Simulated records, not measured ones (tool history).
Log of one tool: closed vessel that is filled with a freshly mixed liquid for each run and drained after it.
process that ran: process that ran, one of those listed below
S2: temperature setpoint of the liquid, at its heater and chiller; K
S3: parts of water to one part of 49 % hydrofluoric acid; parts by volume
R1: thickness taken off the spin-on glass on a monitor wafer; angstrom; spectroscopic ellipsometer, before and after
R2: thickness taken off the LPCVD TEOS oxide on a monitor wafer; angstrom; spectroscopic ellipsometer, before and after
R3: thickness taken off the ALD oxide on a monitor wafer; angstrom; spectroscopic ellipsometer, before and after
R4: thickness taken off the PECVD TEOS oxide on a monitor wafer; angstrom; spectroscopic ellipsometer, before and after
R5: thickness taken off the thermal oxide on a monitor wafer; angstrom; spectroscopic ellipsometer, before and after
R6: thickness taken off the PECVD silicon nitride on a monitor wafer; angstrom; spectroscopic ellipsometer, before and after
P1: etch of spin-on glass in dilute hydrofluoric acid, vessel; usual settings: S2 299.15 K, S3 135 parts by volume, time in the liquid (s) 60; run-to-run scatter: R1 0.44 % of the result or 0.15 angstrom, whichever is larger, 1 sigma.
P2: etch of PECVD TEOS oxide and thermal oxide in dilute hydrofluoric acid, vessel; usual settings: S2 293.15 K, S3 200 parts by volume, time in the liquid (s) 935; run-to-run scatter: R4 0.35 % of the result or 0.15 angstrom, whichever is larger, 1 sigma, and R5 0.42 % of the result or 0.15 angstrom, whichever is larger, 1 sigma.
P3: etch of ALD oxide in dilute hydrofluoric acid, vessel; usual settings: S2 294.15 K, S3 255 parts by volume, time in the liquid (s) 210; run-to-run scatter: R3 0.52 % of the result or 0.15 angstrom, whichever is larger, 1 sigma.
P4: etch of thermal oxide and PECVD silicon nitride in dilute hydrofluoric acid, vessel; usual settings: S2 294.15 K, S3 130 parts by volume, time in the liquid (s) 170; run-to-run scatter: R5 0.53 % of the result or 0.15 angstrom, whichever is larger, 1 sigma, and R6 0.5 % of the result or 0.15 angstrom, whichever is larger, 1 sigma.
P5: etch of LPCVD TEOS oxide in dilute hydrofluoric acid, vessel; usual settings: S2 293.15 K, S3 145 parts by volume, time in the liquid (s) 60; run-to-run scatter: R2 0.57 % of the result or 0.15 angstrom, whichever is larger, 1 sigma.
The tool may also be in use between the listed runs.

Run 1, hour 10.5: process that ran P1, S2 299.15 K, S3 135 parts by volume, time in the liquid (s) 60. Result: R1 103.800 angstrom.
Run 2, hour 22.0: process that ran P5, S2 300.15 K, S3 145 parts by volume, time in the liquid (s) 60. Result: R2 249.920 angstrom.
Run 3, hour 31.5: process that ran P1, S2 299.15 K, S3 135 parts by volume, time in the liquid (s) 60. Result: R1 103.430 angstrom.
Run 4, hour 41.8: process that ran P3, S2 294.15 K, S3 425 parts by volume, time in the liquid (s) 210. Result: R3 47.572 angstrom.
Run 5, hour 53.0: process that ran P1, S2 299.15 K, S3 230 parts by volume, time in the liquid (s) 60. Result: R1 54.434 angstrom.
Run 6, hour 65.9: process that ran P1, S2 295.65 K, S3 135 parts by volume, time in the liquid (s) 30. Result: R1 45.601 angstrom.
Run 7, hour 73.4: process that ran P2, S2 293.15 K, S3 200 parts by volume, time in the liquid (s) 935. Result: R4 308.41 angstrom, R5 171.460 angstrom.
Run 8, hour 81.3: process that ran P1, S2 292.65 K, S3 135 parts by volume, time in the liquid (s) 60. Result: R1 80.865 angstrom.
Run 9, hour 88.1: process that ran P1, S2 299.15 K, S3 70 parts by volume, time in the liquid (s) 85. Result: R1 307.790 angstrom.
Run 10, hour 98.5: process that ran P1, S2 303.15 K, S3 135 parts by volume, time in the liquid (s) 105. Result: R1 209.660 angstrom.
Run 11, hour 108.4: process that ran P3, S2 290.15 K, S3 255 parts by volume, time in the liquid (s) 210. Result: R3 78.743 angstrom.
Run 12, hour 121.2: process that ran P1, S2 299.15 K, S3 80 parts by volume, time in the liquid (s) 60. Result: R1 189.050 angstrom.
Run 13, hour 134.4: process that ran P2, S2 293.15 K, S3 200 parts by volume, time in the liquid (s) 415. Result: R4 136.58 angstrom, R5 76.308 angstrom.
Run 14, hour 146.0: process that ran P1, S2 299.15 K, S3 135 parts by volume, time in the liquid (s) 95. Result: R1 163.600 angstrom.
Run 15, hour 158.1: process that ran P1, S2 299.15 K, S3 135 parts by volume, time in the liquid (s) 60. Result: R1 103.230 angstrom.
Run 16, hour 165.3: process that ran P5, S2 293.15 K, S3 145 parts by volume, time in the liquid (s) 60. Result: R2 191.950 angstrom.
Run 17, hour 173.8: process that ran P4, S2 294.15 K, S3 130 parts by volume, time in the liquid (s) 170. Result: R5 52.797 angstrom, R6 55.259 angstrom.
Run 18, hour 186.1: process that ran P4, S2 290.15 K, S3 130 parts by volume, time in the liquid (s) 170. Result: R5 44.385 angstrom, R6 41.784 angstrom.
Run 19, hour 193.0: process that ran P4, S2 294.15 K, S3 210 parts by volume, time in the liquid (s) 170. Result: R5 29.896 angstrom, R6 34.162 angstrom.
Run 20, hour 206.3: process that ran P1, S2 304.65 K, S3 135 parts by volume, time in the liquid (s) 60. Result: R1 127.170 angstrom.
Run 21, hour 220.5: process that ran P3, S2 294.15 K, S3 255 parts by volume, time in the liquid (s) 80. Result: R3 35.240 angstrom.
Run 22, hour 231.1: process that ran P3, S2 294.15 K, S3 255 parts by volume, time in the liquid (s) 210. Result: R3 92.189 angstrom.

Run 23 comes next. What will it give?
Run 23, hour 242.7: process that ran P5, S2 293.15 K, S3 145 parts by volume, time in the liquid (s) 30. Result: R2 ?.

{"run 23": {"R2": 95.588}}
